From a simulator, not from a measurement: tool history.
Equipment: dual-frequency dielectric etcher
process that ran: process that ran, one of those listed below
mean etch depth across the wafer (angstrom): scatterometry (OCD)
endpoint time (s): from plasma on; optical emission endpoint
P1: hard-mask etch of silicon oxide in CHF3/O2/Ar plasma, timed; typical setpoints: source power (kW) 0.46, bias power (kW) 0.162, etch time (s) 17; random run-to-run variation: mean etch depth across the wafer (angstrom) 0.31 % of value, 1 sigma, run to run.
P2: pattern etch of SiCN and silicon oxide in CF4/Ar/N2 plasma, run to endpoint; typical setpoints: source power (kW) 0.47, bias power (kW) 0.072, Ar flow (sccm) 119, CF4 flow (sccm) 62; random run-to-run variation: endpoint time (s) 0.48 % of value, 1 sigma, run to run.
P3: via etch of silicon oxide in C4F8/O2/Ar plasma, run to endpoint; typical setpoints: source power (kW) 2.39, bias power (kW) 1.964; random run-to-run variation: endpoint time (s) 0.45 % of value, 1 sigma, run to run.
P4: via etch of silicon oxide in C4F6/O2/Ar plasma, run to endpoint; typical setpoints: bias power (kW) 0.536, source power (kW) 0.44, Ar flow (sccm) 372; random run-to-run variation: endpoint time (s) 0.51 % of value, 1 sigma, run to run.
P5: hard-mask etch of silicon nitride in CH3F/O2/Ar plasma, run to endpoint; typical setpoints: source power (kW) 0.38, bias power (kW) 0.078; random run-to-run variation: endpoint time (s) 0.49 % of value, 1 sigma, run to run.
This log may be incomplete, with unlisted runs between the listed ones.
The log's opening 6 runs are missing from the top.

run	hour	process that ran	source power (kW)	bias power (kW)	etch time (s)	Ar flow (sccm)	CF4 flow (sccm)	mean etch depth across the wafer (angstrom)	endpoint time (s)
7	69.4	P3	1.45	1.964					386.86
8	85.2	P2	0.28	0.072		119	62		27.191
9	96.8	P1	0.46	0.162	23.5			415.58	
10	104.5	P4	0.44	0.343		372			48.444
11	115	P2	0.47	0.072		119	62		17.218
12	129.8	P1	0.46	0.162	17			303.65	
13	141.9	P5	0.38	0.078					76.321
14	154.1	P2	0.47	0.042		119	62		20.784
15	161.7	P1	0.46	0.162	17			302.05	
16	172.1	P4	0.44	0.536		447			42.08
17	185.2	P5	0.38	0.047					89.409
18	195.6	P1	0.46	0.162	17			302.59	
19	204.2	P1	0.46	0.12	17			275.29	
20	212.5	P2	0.47	0.072		119	83		16.753

The next listed run, before its measurement:
21	222	P1	0.29	0.133	17			?	

{"run 21": {"mean etch depth across the wafer (angstrom)": 237.43}}
